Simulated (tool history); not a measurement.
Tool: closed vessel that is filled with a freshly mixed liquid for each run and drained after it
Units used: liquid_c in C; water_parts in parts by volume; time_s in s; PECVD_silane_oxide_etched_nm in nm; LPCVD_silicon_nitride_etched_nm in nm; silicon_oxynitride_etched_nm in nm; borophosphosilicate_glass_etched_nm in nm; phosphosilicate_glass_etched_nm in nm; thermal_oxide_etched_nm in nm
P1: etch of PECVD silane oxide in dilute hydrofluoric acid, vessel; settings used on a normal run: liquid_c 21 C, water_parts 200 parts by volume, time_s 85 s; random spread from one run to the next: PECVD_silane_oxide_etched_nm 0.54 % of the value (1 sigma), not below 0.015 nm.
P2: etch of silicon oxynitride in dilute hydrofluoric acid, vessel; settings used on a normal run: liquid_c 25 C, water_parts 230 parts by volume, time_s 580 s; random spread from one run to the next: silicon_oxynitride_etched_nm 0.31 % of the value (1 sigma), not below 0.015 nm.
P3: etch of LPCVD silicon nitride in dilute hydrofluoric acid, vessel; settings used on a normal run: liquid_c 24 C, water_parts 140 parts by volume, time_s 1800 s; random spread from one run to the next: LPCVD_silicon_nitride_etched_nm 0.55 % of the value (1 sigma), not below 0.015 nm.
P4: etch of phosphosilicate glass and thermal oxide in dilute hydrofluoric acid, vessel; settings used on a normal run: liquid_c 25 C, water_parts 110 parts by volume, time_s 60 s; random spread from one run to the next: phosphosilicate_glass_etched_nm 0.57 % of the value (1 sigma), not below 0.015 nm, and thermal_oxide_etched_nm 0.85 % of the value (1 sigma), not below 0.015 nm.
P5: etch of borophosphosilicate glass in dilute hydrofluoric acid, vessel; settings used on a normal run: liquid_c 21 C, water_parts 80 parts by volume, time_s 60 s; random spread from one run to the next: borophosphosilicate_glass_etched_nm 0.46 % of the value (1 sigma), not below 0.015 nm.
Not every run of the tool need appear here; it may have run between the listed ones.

run,hour,process,liquid_c,water_parts,time_s,hours since the thermometer was replaced,hours since the hydrofluoric acid flow meter was replaced,PECVD_silane_oxide_etched_nm,LPCVD_silicon_nitride_etched_nm,silicon_oxynitride_etched_nm,borophosphosilicate_glass_etched_nm,phosphosilicate_glass_etched_nm,thermal_oxide_etched_nm
1,13.7,P1,21,200,85,814.8,1220.8,5.1723,,,,,
2,32.4,P3,24,140,1800,833.5,1239.5,,6.3368,,,,
3,41.6,P3,24,140,1800,842.7,1248.7,,6.3588,,,,
4,59,P2,25,230,235,860.1,1266.1,,,3.336,,,
5,68.6,P2,25,230,580,869.7,1275.7,,,8.1853,,,
6,85.1,P1,21,200,85,886.2,1292.2,5.1642,,,,,
7,95.8,P1,21,95,135,896.9,1302.9,19.373,,,,,
8,107.4,P1,21,200,30,908.5,1314.5,1.8212,,,,,
9,122.7,P3,24,140,3560,923.8,1329.8,,12.624,,,,
10,131.5,P5,28,80,60,932.6,1338.6,,,,78.981,,
11,146.9,P5,21,80,30,948,1354,,,,29.716,,
12,157.6,P1,21,200,85,958.7,1364.7,5.2032,,,,,
13,168.9,P1,21,200,85,970,1376,5.1076,,,,,
14,186.8,P1,21,105,85,987.9,1393.9,10.882,,,,,
15,202.8,P5,21,80,60,1003.9,1409.9,,,,59.209,,
16,219.7,P3,31.5,140,1800,1020.8,1426.8,,10.264,,,,
17,236.8,P2,25,105,580,1037.9,1443.9,,,19.806,,,
18,248.2,P4,31.5,110,60,1049.3,1455.3,,,,,56.322,3.5628
19,259.4,P3,24,230,1800,1060.5,1466.5,,3.8732,,,,
20,270.7,P5,21,120,60,1071.8,1477.8,,,,37.935,,
21,286.5,P1,21,200,145,1087.6,1493.6,8.8144,,,,,
22,295,P4,25,110,60,1096.1,1502.1,,,,,43.759,2.8282
23,310.8,P4,25,110,90,1111.9,1517.9,,,,,65.874,4.1487
# hour 318.7: thermometer replaced
24,325.6,P1,27,200,85,6.9,1532.7,6.3966,,,,,
25,338.4,P1,21,200,85,19.7,1545.5,5.1722,,,,,
26,349,P2,21,230,580,30.3,1556.1,,,6.8506,,,
27,362.6,P1,21,200,85,43.9,1569.7,5.1555,,,,,
28,376.9,P1,17,200,85,58.2,1584,4.4419,,,,,
29,395.3,P1,21,310,85,76.6,1602.4,3.0051,,,,,
30,413.6,P4,25,60,60,94.9,1620.7,,,,,85.979,5.4449
31,432.5,P2,25,230,580,113.8,1639.6,,,8.1576,,,
32,442,P1,21,200,85,123.3,1649.1,5.1425,,,,,
33,458.9,P1,21,200,85,140.2,1666,5.3015,,,,,
34,472.1,P1,21,200,85,153.4,1679.2,5.3317,,,,,
35,489.1,P1,21,200,85,170.4,1696.2,5.3439,,,,,
36,497.9,P1,21,200,85,179.2,1705,5.4333,,,,,
37,508.5,P1,21,200,85,189.8,1715.6,5.464,,,,,
38,523.6,P1,21,200,85,204.9,1730.7,5.4447,,,,,
39,538.7,P1,21,200,85,220,1745.8,5.4436,,,,,
40,551.5,P1,21,200,85,232.8,1758.6,5.4201,,,,,
41,561.5,P1,21,200,85,242.8,1768.6,5.4008,,,,,
42,570.2,P1,21,200,85,251.5,1777.3,5.4647,,,,,

P1 no longer gives what it gave before; its output has crept away from where it was. The following 2 causes, each at its listed size, fit the log equally well:
A: liquid hotter than its thermometer reads (K) = 1.42
B: hydrofluoric acid flow above the setpoint (%) = 4.59
At approximately hour 442, the process output began to creep.

Consider the 4 single-wafer check runs listed below, results given as question marks: which one distinguishes between the causes by giving clearly different results for each?
check 1,578.9,P5,21,80,60,,,,,,?,,
check 2,578.9,P3,24,140,1800,,,,?,,,,
check 3,578.9,P4,25,110,60,,,,,,,?,?
check 4,578.9,P2,25,230,580,,,,,?,,,

What every check run would give for each of its results, assuming each possible cause in turn:
check,result,if A,if B
check 1,borophosphosilicate_glass_etched_nm,63.075,62.496
check 2,LPCVD_silicon_nitride_etched_nm,6.9862,6.665
check 3,phosphosilicate_glass_etched_nm,46.578,46.389
check 3,thermal_oxide_etched_nm,2.9613,2.9493
check 4,silicon_oxynitride_etched_nm,8.6831,8.6077
Separation of the two closest causes in each check, using whichever result separates them best: check 1 0.92 %; check 2 4.71 %; check 3 0.41 %; check 4 0.87 %
The other checks would show nearly matching results whichever cause is true, so check 2 is the only one that separates the causes.

Check 2 was carried out, with these results: LPCVD_silicon_nitride_etched_nm 6.6505 nm. Which of the listed causes is responsible?

Of the candidate causes, it is B: hydrofluoric acid flow above the setpoint (%).
